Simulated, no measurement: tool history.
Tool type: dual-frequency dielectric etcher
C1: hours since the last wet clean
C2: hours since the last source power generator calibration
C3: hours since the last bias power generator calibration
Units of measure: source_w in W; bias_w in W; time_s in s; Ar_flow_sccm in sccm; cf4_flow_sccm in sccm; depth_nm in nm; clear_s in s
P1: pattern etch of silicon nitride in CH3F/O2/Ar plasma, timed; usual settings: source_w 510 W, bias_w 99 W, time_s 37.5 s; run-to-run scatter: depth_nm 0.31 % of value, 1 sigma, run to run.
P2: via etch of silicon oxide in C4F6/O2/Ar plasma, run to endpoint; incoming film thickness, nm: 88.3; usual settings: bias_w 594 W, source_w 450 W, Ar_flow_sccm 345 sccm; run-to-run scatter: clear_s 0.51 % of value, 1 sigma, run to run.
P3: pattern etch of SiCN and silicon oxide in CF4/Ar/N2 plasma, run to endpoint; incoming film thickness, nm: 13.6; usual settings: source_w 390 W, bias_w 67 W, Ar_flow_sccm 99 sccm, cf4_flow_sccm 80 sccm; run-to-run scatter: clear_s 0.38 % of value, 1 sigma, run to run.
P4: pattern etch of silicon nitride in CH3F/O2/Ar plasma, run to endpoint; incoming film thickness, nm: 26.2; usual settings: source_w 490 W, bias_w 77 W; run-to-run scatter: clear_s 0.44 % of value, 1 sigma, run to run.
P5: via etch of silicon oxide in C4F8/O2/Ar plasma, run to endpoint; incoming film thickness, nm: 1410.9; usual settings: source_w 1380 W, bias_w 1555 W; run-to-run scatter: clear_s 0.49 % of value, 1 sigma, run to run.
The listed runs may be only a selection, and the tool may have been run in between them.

run 1 hour=8.7 | process=P1 source_w=510 bias_w=99 time_s=37.5 | C1=347.6 C2=1664.7 C3=705.2 | depth_nm=32.124
run 2 hour=17.6 | process=P1 source_w=510 bias_w=126 time_s=37.5 | C1=356.5 C2=1673.6 C3=714.1 | depth_nm=35.147
run 3 hour=36.2 | process=P1 source_w=510 bias_w=99 time_s=37.5 | C1=375.1 C2=1692.2 C3=732.7 | depth_nm=32.040
run 4 hour=51.6 | process=P2 source_w=530 bias_w=594 Ar_flow_sccm=345 | C1=390.5 C2=1707.6 C3=748.1 | clear_s=16.807
run 5 hour=63.8 | process=P1 source_w=510 bias_w=63 time_s=37.5 | C1=402.7 C2=1719.8 C3=760.3 | depth_nm=27.491
run 6 hour=73.6 | process=P5 source_w=920 bias_w=1555 | C1=412.5 C2=1729.6 C3=770.1 | clear_s=402.720
run 7 hour=90.4 | process=P4 source_w=490 bias_w=92 | C1=429.3 C2=1746.4 C3=786.9 | clear_s=31.243
run 8 hour=103.0 | process=P1 source_w=320 bias_w=99 time_s=37.5 | C1=441.9 C2=1759.0 C3=799.5 | depth_nm=26.812
run 9 hour=118.0 | process=P4 source_w=490 bias_w=77 | C1=456.9 C2=1774.0 C3=814.5 | clear_s=33.356
run 10 hour=129.1 | process=P1 source_w=510 bias_w=99 time_s=37.5 | C1=468.0 C2=1785.1 C3=825.6 | depth_nm=31.922
run 11 hour=146.1 | process=P3 source_w=290 bias_w=67 Ar_flow_sccm=99 cf4_flow_sccm=80 | C1=485.0 C2=1802.1 C3=842.6 | clear_s=23.460
run 12 hour=159.4 | process=P5 source_w=1380 bias_w=1555 | C1=498.3 C2=1815.4 C3=855.9 | clear_s=343.710
run 13 hour=175.8 | process=P4 source_w=490 bias_w=77 | C1=514.7 C2=1831.8 C3=872.3 | clear_s=33.027
run 14 hour=188.2 | process=P3 source_w=390 bias_w=39 Ar_flow_sccm=99 cf4_flow_sccm=80 | C1=527.1 C2=1844.2 C3=884.7 | clear_s=20.963
run 15 hour=203.3 | process=P4 source_w=690 bias_w=77 | C1=542.2 C2=1859.3 C3=899.8 | clear_s=29.298
run 16 hour=213.4 | process=P1 source_w=660 bias_w=99 time_s=22.0 | C1=552.3 C2=1869.4 C3=909.9 | depth_nm=20.745
run 17 hour=224.3 | process=P1 source_w=660 bias_w=99 time_s=37.5 | C1=563.2 C2=1880.3 C3=920.8 | depth_nm=35.292
run 18 hour=240.4 | process=P5 source_w=1380 bias_w=2064 | C1=579.3 C2=1896.4 C3=936.9 | clear_s=313.150
run 19 hour=254.0 | process=P1 source_w=340 bias_w=81 time_s=37.5 | C1=592.9 C2=1910.0 C3=950.5 | depth_nm=25.624
run 20 hour=265.0 | process=P1 source_w=510 bias_w=99 time_s=37.5 | C1=603.9 C2=1921.0 C3=961.5 | depth_nm=32.073
run 21 hour=281.9 | process=P3 source_w=390 bias_w=67 Ar_flow_sccm=137 cf4_flow_sccm=80 | C1=620.8 C2=1937.9 C3=978.4 | clear_s=18.900
run 22 hour=291.9 | process=P2 source_w=450 bias_w=594 Ar_flow_sccm=345 | C1=630.8 C2=1947.9 C3=988.4 | clear_s=17.858
run 23 hour=300.0 | process=P1 source_w=510 bias_w=99 time_s=22.5 | C1=638.9 C2=1956.0 C3=996.5 | depth_nm=19.182
run 24 hour=317.9 | process=P2 source_w=450 bias_w=356 Ar_flow_sccm=345 | C1=656.8 C2=1973.9 C3=1014.4 | clear_s=21.649
run 25 hour=329.4 | process=P1 source_w=510 bias_w=99 time_s=51.5 | C1=668.3 C2=1985.4 C3=1025.9 | depth_nm=44.113
run 26 hour=344.3 | process=P3 source_w=390 bias_w=67 Ar_flow_sccm=99 cf4_flow_sccm=80 | C1=683.2 C2=2000.3 C3=1040.8 | clear_s=17.956
run 27 hour=354.5 | process=P3 source_w=390 bias_w=67 Ar_flow_sccm=99 cf4_flow_sccm=100 | C1=693.4 C2=2010.5 C3=1051.0 | clear_s=17.575
-- hour=357.9 bias power generator calibrated
run 28 hour=370.6 | process=P2 source_w=450 bias_w=594 Ar_flow_sccm=252 | C1=709.5 C2=2026.6 C3=12.7 | clear_s=17.352
run 29 hour=388.4 | process=P1 source_w=510 bias_w=99 time_s=37.5 | C1=727.3 C2=2044.4 C3=30.5 | depth_nm=32.090
run 30 hour=403.1 | process=P3 source_w=390 bias_w=67 Ar_flow_sccm=99 cf4_flow_sccm=80 | C1=742.0 C2=2059.1 C3=45.2 | clear_s=17.866
run 31 hour=416.9 | process=P1 source_w=510 bias_w=99 time_s=37.5 | C1=755.8 C2=2072.9 C3=59.0 | depth_nm=32.087
run 32 hour=428.6 | process=P1 source_w=510 bias_w=99 time_s=37.5 | C1=767.5 C2=2084.6 C3=70.7 | depth_nm=32.093
run 33 hour=444.9 | process=P1 source_w=510 bias_w=99 time_s=37.5 | C1=783.8 C2=2100.9 C3=87.0 | depth_nm=32.192
run 34 hour=455.3 | process=P1 source_w=510 bias_w=99 time_s=37.5 | C1=794.2 C2=2111.3 C3=97.4 | depth_nm=32.399
run 35 hour=463.9 | process=P1 source_w=510 bias_w=99 time_s=37.5 | C1=802.8 C2=2119.9 C3=106.0 | depth_nm=32.142
run 36 hour=478.7 | process=P1 source_w=510 bias_w=99 time_s=37.5 | C1=817.6 C2=2134.7 C3=120.8 | depth_nm=32.468
run 37 hour=490.3 | process=P1 source_w=510 bias_w=99 time_s=37.5 | C1=829.2 C2=2146.3 C3=132.4 | depth_nm=32.260
run 38 hour=506.4 | process=P1 source_w=510 bias_w=99 time_s=37.5 | C1=845.3 C2=2162.4 C3=148.5 | depth_nm=32.496
-- hour=513.6 wet clean of the chamber
run 39 hour=522.3 | process=P1 source_w=510 bias_w=99 time_s=37.5 | C1=8.7 C2=2178.3 C3=164.4 | depth_nm=32.725
run 40 hour=534.9 | process=P1 source_w=510 bias_w=99 time_s=37.5 | C1=21.3 C2=2190.9 C3=177.0 | depth_nm=32.607
run 41 hour=549.0 | process=P1 source_w=510 bias_w=99 time_s=37.5 | C1=35.4 C2=2205.0 C3=191.1 | depth_nm=32.490
run 42 hour=558.7 | process=P1 source_w=510 bias_w=99 time_s=37.5 | C1=45.1 C2=2214.7 C3=200.8 | depth_nm=32.563
run 43 hour=569.8 | process=P1 source_w=510 bias_w=99 time_s=37.5 | C1=56.2 C2=2225.8 C3=211.9 | depth_nm=32.435

The log shows P1 creeping away from where it was. Any of the 2 causes listed here, at the size stated for it, fits the log just as well as the others:
A: source power that arrives over what is set, % = 4.23
B: bias power that arrives over what is set, % = 4.38
The gradual shift began around hour 428.6.
The rest of the possible causes, and what rules out each one:
chamber walls in a state that raises the etch rate, %: serviced at hour 513.6, after the drift had started, without restoring the earlier output

Below are 4 check runs, each averaged over 2 wafers, with their results shown as question marks. Which of them would give clearly different results depending on which cause is behind the drift?
run check 1 hour=580.9 | process=P3 source_w=390 bias_w=67 Ar_flow_sccm=99 cf4_flow_sccm=80 | clear_s=?
run check 2 hour=580.9 | process=P2 source_w=450 bias_w=594 Ar_flow_sccm=345 | clear_s=?
run check 3 hour=580.9 | process=P4 source_w=490 bias_w=77 | clear_s=?
run check 4 hour=580.9 | process=P5 source_w=1380 bias_w=1555 | clear_s=?

Outcome of each check run for each possible cause:
check=check_1 result=clear_s if_A=17.303 if_B=17.697
check=check_2 result=clear_s if_A=17.594 if_B=17.573
check=check_3 result=clear_s if_A=32.720 if_B=32.752
check=check_4 result=clear_s if_A=336.010 if_B=337.590
Minimum pairwise separation of causes per check, each pair taken at its best-separating result: check 1 2.25 %; check 2 0.12 %; check 3 0.1 %; check 4 0.47 %
Check 1 is the one run that separates the causes; every other check would come out nearly the same whichever cause is at work.

The results of check 1 are: clear_s 17.373 s. Based on these, which of the listed causes is it?

Of the candidate causes, it is A: source power that arrives over what is set, %.
